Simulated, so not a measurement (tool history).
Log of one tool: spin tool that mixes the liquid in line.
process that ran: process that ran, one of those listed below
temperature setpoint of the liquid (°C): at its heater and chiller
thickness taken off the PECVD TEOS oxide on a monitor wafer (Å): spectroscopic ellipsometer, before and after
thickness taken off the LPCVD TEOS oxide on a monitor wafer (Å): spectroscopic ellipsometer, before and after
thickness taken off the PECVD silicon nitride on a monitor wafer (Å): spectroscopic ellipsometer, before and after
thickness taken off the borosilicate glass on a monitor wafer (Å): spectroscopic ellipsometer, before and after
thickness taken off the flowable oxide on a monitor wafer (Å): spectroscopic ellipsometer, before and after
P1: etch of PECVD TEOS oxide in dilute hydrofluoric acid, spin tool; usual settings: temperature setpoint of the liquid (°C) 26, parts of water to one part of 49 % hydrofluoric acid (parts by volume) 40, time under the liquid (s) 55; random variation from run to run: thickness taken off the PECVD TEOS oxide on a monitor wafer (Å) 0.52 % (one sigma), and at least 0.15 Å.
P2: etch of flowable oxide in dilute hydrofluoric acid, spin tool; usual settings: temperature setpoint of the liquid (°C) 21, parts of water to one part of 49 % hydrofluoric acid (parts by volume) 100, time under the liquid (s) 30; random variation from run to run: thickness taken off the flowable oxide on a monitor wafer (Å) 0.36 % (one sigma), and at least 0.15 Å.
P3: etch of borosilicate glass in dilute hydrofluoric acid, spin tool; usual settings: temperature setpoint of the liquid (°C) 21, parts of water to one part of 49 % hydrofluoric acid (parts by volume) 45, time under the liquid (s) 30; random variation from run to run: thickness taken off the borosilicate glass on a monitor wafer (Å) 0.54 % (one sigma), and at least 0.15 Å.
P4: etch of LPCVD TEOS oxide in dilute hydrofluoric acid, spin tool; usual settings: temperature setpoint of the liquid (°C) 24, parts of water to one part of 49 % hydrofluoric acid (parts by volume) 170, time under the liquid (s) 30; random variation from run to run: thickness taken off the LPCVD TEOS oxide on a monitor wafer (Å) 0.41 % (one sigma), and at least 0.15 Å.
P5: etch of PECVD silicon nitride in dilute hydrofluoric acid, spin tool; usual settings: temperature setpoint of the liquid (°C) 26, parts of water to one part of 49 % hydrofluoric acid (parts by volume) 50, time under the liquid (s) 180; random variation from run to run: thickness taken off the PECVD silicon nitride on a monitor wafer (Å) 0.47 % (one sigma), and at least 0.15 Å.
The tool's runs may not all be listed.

run	hour	process that ran	temperature setpoint of the liquid (°C)	parts of water to one part of 49 % hydrofluoric acid (parts by volume)	time under the liquid (s)	thickness taken off the PECVD TEOS oxide on a monitor wafer (Å)	thickness taken off the LPCVD TEOS oxide on a monitor wafer (Å)	thickness taken off the PECVD silicon nitride on a monitor wafer (Å)	thickness taken off the borosilicate glass on a monitor wafer (Å)	thickness taken off the flowable oxide on a monitor wafer (Å)
1	6	P1	26	40	55	230.65				
2	9.7	P4	24	285	30		34.304			
3	15.5	P5	26	20	180			357.82		
4	22.1	P1	26	40	55	232.16				
5	25.3	P1	30.5	40	15	75.769				
6	30.9	P5	26	50	305			252.59		
7	34.4	P1	26	40	55	229.5				
8	39.8	P1	19	40	55	170.61				
9	46.6	P1	26	40	55	231.75				
10	51.2	P1	26	40	55	230.44				
11	57.3	P1	26	40	55	230.34				
12	61.6	P1	34	40	55	316.31				
13	66	P3	21	45	30				111.17	
14	72.4	P3	21	45	15				54.792	
15	76.1	P2	21	100	30					121.96
16	80.1	P2	21	65	30					197.47
17	84.1	P1	26	40	15	62.323				
18	91.1	P5	26	50	180			148.79		
19	95.9	P4	24	170	30		64.924			
20	102.7	P2	17	100	30					104.31
21	109.5	P2	21	100	15					61.29
22	113.7	P3	21	75	30				63.924	
23	118.4	P1	26	65	55	136.25				
24	125.1	P1	26	40	90	377.61				
25	130.7	P1	26	20	55	473.8				
26	134.2	P1	26	40	55	228.12				
27	140.2	P4	17	170	30		49.27			
28	146.9	P3	29	45	30				153.64	
29	152.9	P2	21	100	30					122.59
30	156.3	P4	24	170	15		32.26			
31	163.3	P5	17.5	50	180			83.399		
32	170.1	P1	26	40	55	230.83				
33	174.5	P1	26	40	55	222.96				
34	178.5	P1	26	40	55	218.37				
35	182.5	P1	26	40	55	216.41				
36	188.9	P1	26	40	55	214.18				
37	195.7	P1	26	40	55	214.4				
38	199.5	P1	26	40	55	212.57				
39	203.7	P1	26	40	55	211.66				

What P1 gives has crept away from where it was. These 2 causes fit the log equally well, each at the size given:
A: hydrofluoric acid flow below the setpoint (%) = 7.31
B: liquid colder than its thermometer reads (K) = 1.95
The creep began at about hour 170.1.

4 check runs are offered, one wafer each, their results left as question marks. Which one tells the causes apart?
check 1	207.9	P4	20	170	15		?			
check 2	207.9	P5	18	20	180			?		
check 3	207.9	P2	17	100	30					?
check 4	207.9	P3	29	45	30				?	

What each check would give under each cause:
check	result	if A	if B
check 1	thickness taken off the LPCVD TEOS oxide on a monitor wafer (Å)	25.482	25.79
check 2	thickness taken off the PECVD silicon nitride on a monitor wafer (Å)	192.72	180.01
check 3	thickness taken off the flowable oxide on a monitor wafer (Å)	95.656	95.763
check 4	thickness taken off the borosilicate glass on a monitor wafer (Å)	142.18	142.63
How far apart the two closest causes lie, in the result that separates them most: check 1 1.2 %; check 2 6.82 %; check 3 0.11 %; check 4 0.32 %
Only check 2 tells the causes apart: in the others they would give nearly the same result.

Check 2 was then run and gave: thickness taken off the PECVD silicon nitride on a monitor wafer (Å) 179.96. Which cause is it?

It is B: liquid colder than its thermometer reads (K).
